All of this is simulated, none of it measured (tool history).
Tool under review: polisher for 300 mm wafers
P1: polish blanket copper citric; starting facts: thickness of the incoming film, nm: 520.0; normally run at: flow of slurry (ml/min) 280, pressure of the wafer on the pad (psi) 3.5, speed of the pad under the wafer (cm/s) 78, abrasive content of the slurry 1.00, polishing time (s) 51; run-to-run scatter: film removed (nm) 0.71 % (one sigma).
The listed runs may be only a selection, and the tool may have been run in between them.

run   hour  flow of slurry (ml/min)  pressure of the wafer on the pad (psi)  speed of the pad under the wafer (cm/s)  abrasive content of the slurry  polishing time (s)  wafers polished on this pad  hours since the slurry nozzle was cleaned  hours since the head pressure was calibrated  hours since the slurry blender was calibrated  film removed (nm)
  1   11.9                      280                                     3.5                                       78                            1.00                  51                          504                                      402.4                                         255.9                                          259.2             87.259
  2   18.8                      280                                     3.5                                       78                            1.45                  51                          554                                      409.3                                         262.8                                          266.1             93.896
  3   24.4                      170                                     3.5                                       78                            1.25                  51                          594                                      414.9                                         268.4                                          271.7             86.506
  4   33.2                      280                                     4.7                                       78                            1.00                  51                          657                                      423.7                                         277.2                                          280.5            116.160
  5   40.1                      280                                     3.5                                       78                            1.00                  51                          707                                      430.6                                         284.1                                          287.4             87.796
  6   47.0                      280                                     3.5                                       78                            1.00                  23                          756                                      437.5                                         291.0                                          294.3             39.381
  7   57.1                      280                                     3.5                                       78                            1.00                  51                          828                                      447.6                                         301.1                                          304.4             88.153
  8   62.7                      280                                     3.5                                      124                            1.00                  51                          869                                      453.2                                         306.7                                          310.0            136.410
  9   69.2                      370                                     2.3                                       78                            1.00                  51                          915                                      459.7                                         313.2                                          316.5             59.022
 10   77.8                      280                                     3.5                                       78                            1.00                  51                          977                                      468.3                                         321.8                                          325.1             87.399
      77.9  -- head pressure recalibrated
 11   89.0                      280                                     3.5                                       78                            1.00                  51                         1057                                      479.5                                          11.1                                          336.3             87.208
 12   96.2                      170                                     3.5                                       78                            1.00                  51                         1109                                      486.7                                          18.3                                          343.5             81.831
 13  107.5                      280                                     3.5                                       50                            1.00                  51                         1190                                      498.0                                          29.6                                          354.8             57.006
 14  113.3                      280                                     3.5                                       78                            1.00                  76                         1232                                      503.8                                          35.4                                          360.6            130.600
 15  123.6                      280                                     3.5                                       78                            1.00                  51                         1305                                      514.1                                          45.7                                          370.9             86.235
 16  134.9                      280                                     3.5                                       78                            0.60                  51                         1387                                      525.4                                          57.0                                          382.2             79.153
 17  142.9                      380                                     3.5                                       78                            1.00                  51                         1444                                      533.4                                          65.0                                          390.2             89.807
 18  152.2                      280                                     1.6                                       78                            1.00                  51                         1511                                      542.7                                          74.3                                          399.5             41.516
 19  159.2                      280                                     3.5                                       78                            1.00                  51                         1561                                      549.7                                          81.3                                          406.5             86.161
 20  167.6                      280                                     3.5                                       78                            1.00                  51                         1621                                      558.1                                          89.7                                          414.9             87.077
 21  175.7                      280                                     3.5                                       78                            1.00                  51                         1679                                      566.2                                          97.8                                          423.0             84.182
     183.5  -- worn pad replaced by a new one
 22  186.3                      280                                     3.5                                       78                            1.00                  51                           20                                      576.8                                         108.4                                          433.6             85.036
 23  195.5                      280                                     3.5                                       78                            1.00                  51                           86                                      586.0                                         117.6                                          442.8             83.431
     201.0  -- head pressure recalibrated
 24  203.1                      280                                     3.5                                       78                            1.00                  51                          141                                      593.6                                           2.2                                          450.4             83.039
 25  213.1                      280                                     3.5                                       78                            1.00                  51                          212                                      603.6                                          12.2                                          460.4             83.194

What does the tool deliver on the next run?
 26  220.2                      280                                     3.5                                       78                            1.00                  51                          263                                      610.7                                          19.3                                          467.5                  ?

film removed (nm): 83.484
